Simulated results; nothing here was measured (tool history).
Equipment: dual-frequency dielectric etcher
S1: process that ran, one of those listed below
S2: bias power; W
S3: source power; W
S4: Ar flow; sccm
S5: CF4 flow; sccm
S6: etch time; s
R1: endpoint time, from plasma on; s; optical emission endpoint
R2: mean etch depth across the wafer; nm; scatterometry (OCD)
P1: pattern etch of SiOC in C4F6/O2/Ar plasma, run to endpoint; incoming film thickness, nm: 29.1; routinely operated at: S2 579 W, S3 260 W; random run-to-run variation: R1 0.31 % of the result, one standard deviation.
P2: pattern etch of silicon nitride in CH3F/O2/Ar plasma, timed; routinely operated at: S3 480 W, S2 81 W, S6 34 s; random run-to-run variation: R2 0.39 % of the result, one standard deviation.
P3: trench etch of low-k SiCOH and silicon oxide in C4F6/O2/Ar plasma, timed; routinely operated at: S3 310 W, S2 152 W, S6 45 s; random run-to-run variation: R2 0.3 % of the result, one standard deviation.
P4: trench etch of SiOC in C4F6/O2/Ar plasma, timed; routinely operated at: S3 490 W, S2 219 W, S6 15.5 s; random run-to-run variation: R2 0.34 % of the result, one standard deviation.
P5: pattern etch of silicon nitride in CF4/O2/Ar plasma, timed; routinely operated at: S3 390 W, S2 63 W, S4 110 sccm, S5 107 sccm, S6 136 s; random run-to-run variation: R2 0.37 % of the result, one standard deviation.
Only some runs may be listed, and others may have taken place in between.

| run | hour | S1 | S2 | S3 | S4 | S5 | S6 | R1 | R2 |
|---|---|---|---|---|---|---|---|---|---|
| 1 | 4.2 | P1 | 579 | 260 |  |  |  | 10.726 |  |
| 2 | 7.9 | P5 | 63 | 390 | 110 | 107 | 136 |  | 230.79 |
| 3 | 12.3 | P3 | 152 | 190 |  |  | 45 |  | 101.65 |
| 4 | 18.7 | P3 | 196 | 310 |  |  | 45 |  | 133.34 |
| 5 | 22.5 | P4 | 219 | 590 |  |  | 15.5 |  | 41.196 |
| 6 | 29 | P4 | 219 | 490 |  |  | 15.5 |  | 38.502 |
| 7 | 35.2 | P1 | 806 | 340 |  |  |  | 8.4892 |  |
| 8 | 40.7 | P2 | 81 | 480 |  |  | 34 |  | 26.705 |
| 9 | 45 | P5 | 63 | 530 | 110 | 107 | 136 |  | 301.1 |
| 10 | 50.8 | P2 | 81 | 380 |  |  | 34 |  | 24.624 |
| 11 | 56.9 | P2 | 81 | 480 |  |  | 34 |  | 26.797 |
| 12 | 62.9 | P1 | 347 | 260 |  |  |  | 12.986 |  |
| 13 | 66.3 | P4 | 219 | 490 |  |  | 20 |  | 49.668 |
| 14 | 70.1 | P1 | 793 | 260 |  |  |  | 9.489 |  |
| 15 | 75.6 | P1 | 579 | 260 |  |  |  | 10.719 |  |
| 16 | 79.5 | P1 | 433 | 320 |  |  |  | 11.073 |  |
| 17 | 85.4 | P1 | 377 | 350 |  |  |  | 11.29 |  |
| 18 | 89.7 | P3 | 152 | 310 |  |  | 45 |  | 122.61 |
| 19 | 94 | P1 | 579 | 260 |  |  |  | 10.764 |  |
| 20 | 100.4 | P4 | 219 | 490 |  |  | 15.5 |  | 38.175 |
| 21 | 104.1 | P1 | 579 | 310 |  |  |  | 10.011 |  |
| 22 | 110.5 | P1 | 579 | 170 |  |  |  | 12.504 |  |
| 23 | 117.2 | P2 | 107 | 480 |  |  | 34 |  | 29.674 |
| 24 | 121.1 | P5 | 63 | 390 | 110 | 107 | 136 |  | 230.77 |
| 25 | 126.1 | P4 | 306 | 490 |  |  | 15.5 |  | 42.596 |
| 26 | 130.3 | P5 | 63 | 390 | 77 | 107 | 136 |  | 239.03 |
| 27 | 134.7 | P5 | 63 | 390 | 110 | 135 | 136 |  | 238.3 |
| 28 | 139.7 | P1 | 579 | 260 |  |  |  | 10.729 |  |
| 29 | 144.5 | P3 | 152 | 310 |  |  | 45 |  | 123.24 |
| 30 | 147.7 | P5 | 43 | 390 | 110 | 107 | 136 |  | 200.62 |
| 31 | 151 | P3 | 152 | 310 |  |  | 64 |  | 174.91 |
| 32 | 156.1 | P2 | 81 | 480 |  |  | 25.5 |  | 20.057 |
| 33 | 162.3 | P5 | 63 | 390 | 110 | 107 | 196.5 |  | 335.74 |
| 34 | 169.1 | P1 | 579 | 260 |  |  |  | 10.785 |  |
| 35 | 172.3 | P1 | 579 | 260 |  |  |  | 10.787 |  |
| 36 | 177.8 | P1 | 579 | 260 |  |  |  | 10.867 |  |
| 37 | 181 | P1 | 579 | 260 |  |  |  | 10.874 |  |
|  | 183 | wet clean of the chamber |
| 38 | 184.5 | P1 | 579 | 260 |  |  |  | 10.849 |  |
| 39 | 188.5 | P1 | 579 | 260 |  |  |  | 10.906 |  |
| 40 | 191.6 | P1 | 579 | 260 |  |  |  | 10.868 |  |
| 41 | 195 | P1 | 579 | 260 |  |  |  | 10.93 |  |
| 42 | 201.8 | P1 | 579 | 260 |  |  |  | 10.879 |  |
| 43 | 207 | P1 | 579 | 260 |  |  |  | 10.864 |  |

Something has made what P1 gives creep away from where it was; the 2 causes below, each at its own stated size, fit the log equally well:
A: source power that arrives under what is set, % = 4.22
B: bias power that arrives under what is set, % = 3.97
Onset of the creep was near hour 169.1.
Why every other cause is out:
chamber walls in a state that lowers the etch rate, %: serviced after onset, at hour 183, with no recovery of the prior output

Each of the check runs listed below is run on 2 wafers and reports their average, with the results left as question marks. Pick the one under which the possible causes would lead to clearly different results.
| check 1 | 212.2 | P5 | 63 | 500 | 110 | 107 | 136 |  | ? |
| check 2 | 212.2 | P2 | 81 | 380 |  |  | 34 |  | ? |
| check 3 | 212.2 | P3 | 152 | 230 |  |  | 54.5 |  | ? |
| check 4 | 212.2 | P4 | 271 | 490 |  |  | 19 |  | ? |

Predicted outcomes, by check and by cause:
| check | result | if A | if B |
|---|---|---|---|
| check 1 | R2 | 276.36 | 282.36 |
| check 2 | R2 | 24.182 | 24.23 |
| check 3 | R2 | 130.07 | 130.58 |
| check 4 | R2 | 49.634 | 49.772 |
Separation of the two closest causes in each check, using whichever result separates them best: check 1 2.15 %; check 2 0.2 %; check 3 0.4 %; check 4 0.28 %
Of the check runs offered, only check 1 discriminates between the causes; the rest would read about the same regardless of which cause applies.

Here is what check 1 returned: R2 282.22 nm. Which cause is it?

The correct cause is B, namely: bias power that arrives under what is set, %.
